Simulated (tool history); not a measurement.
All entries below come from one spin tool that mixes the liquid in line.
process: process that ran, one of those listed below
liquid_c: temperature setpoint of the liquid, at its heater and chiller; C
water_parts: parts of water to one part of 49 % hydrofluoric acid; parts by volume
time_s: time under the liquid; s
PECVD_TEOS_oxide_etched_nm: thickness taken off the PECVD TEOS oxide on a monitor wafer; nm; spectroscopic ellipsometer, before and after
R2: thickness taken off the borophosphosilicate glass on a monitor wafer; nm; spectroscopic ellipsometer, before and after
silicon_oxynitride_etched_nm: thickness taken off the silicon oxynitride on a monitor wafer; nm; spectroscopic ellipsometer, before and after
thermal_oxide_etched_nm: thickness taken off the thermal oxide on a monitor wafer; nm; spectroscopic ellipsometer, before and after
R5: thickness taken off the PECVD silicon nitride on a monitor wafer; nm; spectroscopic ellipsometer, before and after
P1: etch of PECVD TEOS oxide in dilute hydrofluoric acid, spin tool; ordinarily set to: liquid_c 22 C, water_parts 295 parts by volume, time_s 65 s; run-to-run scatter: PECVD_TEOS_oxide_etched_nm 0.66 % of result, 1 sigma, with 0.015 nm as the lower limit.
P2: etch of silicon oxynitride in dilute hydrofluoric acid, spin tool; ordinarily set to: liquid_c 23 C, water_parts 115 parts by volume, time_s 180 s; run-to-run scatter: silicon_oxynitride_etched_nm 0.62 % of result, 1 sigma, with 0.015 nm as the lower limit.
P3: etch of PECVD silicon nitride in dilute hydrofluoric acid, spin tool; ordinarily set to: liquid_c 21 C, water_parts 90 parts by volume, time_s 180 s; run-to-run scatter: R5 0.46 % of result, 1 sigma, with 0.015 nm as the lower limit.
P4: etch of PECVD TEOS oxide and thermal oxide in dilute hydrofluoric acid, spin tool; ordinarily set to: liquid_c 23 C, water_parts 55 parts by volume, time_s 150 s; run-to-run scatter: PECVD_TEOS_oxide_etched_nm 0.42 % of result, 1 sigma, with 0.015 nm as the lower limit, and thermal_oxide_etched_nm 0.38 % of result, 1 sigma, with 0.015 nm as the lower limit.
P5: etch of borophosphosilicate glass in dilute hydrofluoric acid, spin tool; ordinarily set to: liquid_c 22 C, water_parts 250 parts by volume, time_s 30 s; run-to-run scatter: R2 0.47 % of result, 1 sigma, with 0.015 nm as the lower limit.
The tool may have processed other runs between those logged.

Run 1, hour 11.1: process P1, liquid_c 22 C, water_parts 295 parts by volume, time_s 65 s. Result: PECVD_TEOS_oxide_etched_nm 4.0292 nm.
Run 2, hour 25.8: process P5, liquid_c 29.5 C, water_parts 250 parts by volume, time_s 30 s. Result: R2 7.6165 nm.
Run 3, hour 37.6: process P5, liquid_c 22 C, water_parts 250 parts by volume, time_s 30 s. Result: R2 5.8508 nm.
Run 4, hour 51.5: process P2, liquid_c 23 C, water_parts 115 parts by volume, time_s 180 s. Result: silicon_oxynitride_etched_nm 3.9517 nm.
Run 5, hour 64.7: process P2, liquid_c 23 C, water_parts 115 parts by volume, time_s 295 s. Result: silicon_oxynitride_etched_nm 6.3641 nm.
Run 6, hour 78.8: process P4, liquid_c 23 C, water_parts 55 parts by volume, time_s 150 s. Result: PECVD_TEOS_oxide_etched_nm 27.878 nm, thermal_oxide_etched_nm 12.916 nm.
Run 7, hour 90.3: process P1, liquid_c 26 C, water_parts 295 parts by volume, time_s 65 s. Result: PECVD_TEOS_oxide_etched_nm 4.6514 nm.
Run 8, hour 98.4: process P1, liquid_c 22 C, water_parts 295 parts by volume, time_s 65 s. Result: PECVD_TEOS_oxide_etched_nm 3.9971 nm.
Run 9, hour 115.9: process P2, liquid_c 23 C, water_parts 205 parts by volume, time_s 180 s. Result: silicon_oxynitride_etched_nm 2.0528 nm.
Run 10, hour 127.4: process P2, liquid_c 29.5 C, water_parts 115 parts by volume, time_s 180 s. Result: silicon_oxynitride_etched_nm 5.2344 nm.
Run 11, hour 141: process P3, liquid_c 21 C, water_parts 90 parts by volume, time_s 365 s. Result: R5 9.0893 nm.
Run 12, hour 158.9: process P1, liquid_c 22 C, water_parts 165 parts by volume, time_s 65 s. Result: PECVD_TEOS_oxide_etched_nm 8.1617 nm.
Run 13, hour 174: process P5, liquid_c 22 C, water_parts 405 parts by volume, time_s 30 s. Result: R2 3.1366 nm.
Run 14, hour 191.3: process P1, liquid_c 22 C, water_parts 295 parts by volume, time_s 65 s. Result: PECVD_TEOS_oxide_etched_nm 4.021 nm.
Run 15, hour 209.3: process P3, liquid_c 21 C, water_parts 90 parts by volume, time_s 180 s. Result: R5 4.4687 nm.
Run 16, hour 226.5: process P3, liquid_c 21 C, water_parts 50 parts by volume, time_s 180 s. Result: R5 8.0125 nm.
Run 17, hour 237.8: process P3, liquid_c 17 C, water_parts 90 parts by volume, time_s 180 s. Result: R5 3.3947 nm.
Run 18, hour 246: process P5, liquid_c 22 C, water_parts 250 parts by volume, time_s 60 s. Result: R2 11.547 nm.
Run 19, hour 257.1: process P1, liquid_c 18 C, water_parts 405 parts by volume, time_s 65 s. Result: PECVD_TEOS_oxide_etched_nm 2.2864 nm.
Run 20, hour 265.3: process P1, liquid_c 22 C, water_parts 430 parts by volume, time_s 65 s. Result: PECVD_TEOS_oxide_etched_nm 2.4607 nm.
Run 21, hour 281.4: process P1, liquid_c 17 C, water_parts 120 parts by volume, time_s 65 s. Result: PECVD_TEOS_oxide_etched_nm 9.6196 nm.
Run 22, hour 293.3: process P4, liquid_c 23 C, water_parts 55 parts by volume, time_s 15 s. Result: PECVD_TEOS_oxide_etched_nm 2.7921 nm, thermal_oxide_etched_nm 1.2625 nm.
Run 23, hour 308.5: process P4, liquid_c 23 C, water_parts 85 parts by volume, time_s 150 s. Result: PECVD_TEOS_oxide_etched_nm 17.518 nm, thermal_oxide_etched_nm 8.0272 nm.
Run 24, hour 321.2: process P5, liquid_c 22 C, water_parts 250 parts by volume, time_s 30 s. Result: R2 5.8443 nm.
Run 25, hour 337.9: process P1, liquid_c 22 C, water_parts 295 parts by volume, time_s 65 s. Result: PECVD_TEOS_oxide_etched_nm 4.0265 nm.
Run 26, hour 353.1: process P1, liquid_c 22 C, water_parts 295 parts by volume, time_s 15 s. Result: PECVD_TEOS_oxide_etched_nm 0.94397 nm.
Run 27, hour 364.5: process P4, liquid_c 19 C, water_parts 55 parts by volume, time_s 150 s. Result: PECVD_TEOS_oxide_etched_nm 23.642 nm, thermal_oxide_etched_nm 10.849 nm.
Run 28, hour 379: process P1, liquid_c 22 C, water_parts 295 parts by volume, time_s 100 s. Result: PECVD_TEOS_oxide_etched_nm 6.1814 nm.
Run 29, hour 389.5: process P2, liquid_c 23 C, water_parts 115 parts by volume, time_s 180 s. Result: silicon_oxynitride_etched_nm 3.9486 nm.
Run 30, hour 399: process P4, liquid_c 23 C, water_parts 55 parts by volume, time_s 150 s. Result: PECVD_TEOS_oxide_etched_nm 27.931 nm, thermal_oxide_etched_nm 12.872 nm.
Run 31, hour 414.3: process P1, liquid_c 22 C, water_parts 535 parts by volume, time_s 15 s. Result: PECVD_TEOS_oxide_etched_nm 0.41729 nm.
Run 32, hour 430: process P1, liquid_c 17 C, water_parts 295 parts by volume, time_s 65 s. Result: PECVD_TEOS_oxide_etched_nm 3.3433 nm.
Run 33, hour 446.1: process P1, liquid_c 22 C, water_parts 295 parts by volume, time_s 65 s. Result: PECVD_TEOS_oxide_etched_nm 3.9915 nm.
Run 34, hour 455.1: process P1, liquid_c 22 C, water_parts 295 parts by volume, time_s 65 s. Result: PECVD_TEOS_oxide_etched_nm 3.9754 nm.
Run 35, hour 467.5: process P1, liquid_c 22 C, water_parts 295 parts by volume, time_s 65 s. Result: PECVD_TEOS_oxide_etched_nm 4.0243 nm.
Run 36, hour 477.3: process P1, liquid_c 22 C, water_parts 295 parts by volume, time_s 65 s. Result: PECVD_TEOS_oxide_etched_nm 4.1625 nm.
Run 37, hour 485.2: process P1, liquid_c 22 C, water_parts 295 parts by volume, time_s 65 s. Result: PECVD_TEOS_oxide_etched_nm 4.2135 nm.
Run 38, hour 500.1: process P1, liquid_c 22 C, water_parts 295 parts by volume, time_s 65 s. Result: PECVD_TEOS_oxide_etched_nm 4.2509 nm.
Run 39, hour 516.7: process P1, liquid_c 22 C, water_parts 295 parts by volume, time_s 65 s. Result: PECVD_TEOS_oxide_etched_nm 4.2974 nm.
Run 40, hour 530.7: process P1, liquid_c 22 C, water_parts 295 parts by volume, time_s 65 s. Result: PECVD_TEOS_oxide_etched_nm 4.3008 nm.
Run 41, hour 541: process P1, liquid_c 22 C, water_parts 295 parts by volume, time_s 65 s. Result: PECVD_TEOS_oxide_etched_nm 4.3372 nm.

The output of P1 has drifted from where it used to be. Each of the 2 causes below, taken at the size shown beside it, accounts for the log equally well:
A: hydrofluoric acid flow above the setpoint (%) = 5.7
B: liquid hotter than its thermometer reads (K) = 2
The creep began at about hour 467.5.

Consider the 4 single-wafer check runs listed below, results given as question marks: which one distinguishes between the causes by giving clearly different results for each?
Run check 1, hour 551.3: process P4, liquid_c 23 C, water_parts 80 parts by volume, time_s 15 s. Result: PECVD_TEOS_oxide_etched_nm ?, thermal_oxide_etched_nm ?.
Run check 2, hour 551.3: process P2, liquid_c 29.5 C, water_parts 190 parts by volume, time_s 180 s. Result: silicon_oxynitride_etched_nm ?.
Run check 3, hour 551.3: process P3, liquid_c 17 C, water_parts 90 parts by volume, time_s 350 s. Result: R5 ?.
Run check 4, hour 551.3: process P5, liquid_c 29 C, water_parts 250 parts by volume, time_s 45 s. Result: R2 ?.

How each check would come out, cause by cause:
  check                        result     if A     if B
check 1    PECVD_TEOS_oxide_etched_nm    1.976   2.0153
check 1       thermal_oxide_etched_nm  0.91041  0.92851
check 2  silicon_oxynitride_etched_nm   3.1666   3.2279
check 3                            R5   6.9762   7.5967
check 4                            R2   11.997   11.947
Per-check spread between the two closest causes, in the result where they differ most: check 1 1.97 %; check 2 1.92 %; check 3 8.52 %; check 4 0.42 %
The other checks would show nearly matching results whichever cause is true, so check 3 is the only one that separates the causes.

After running check 3, the following was obtained: R5 6.944 nm. Which cause does this point to?

The correct cause is A, namely: hydrofluoric acid flow above the setpoint (%).
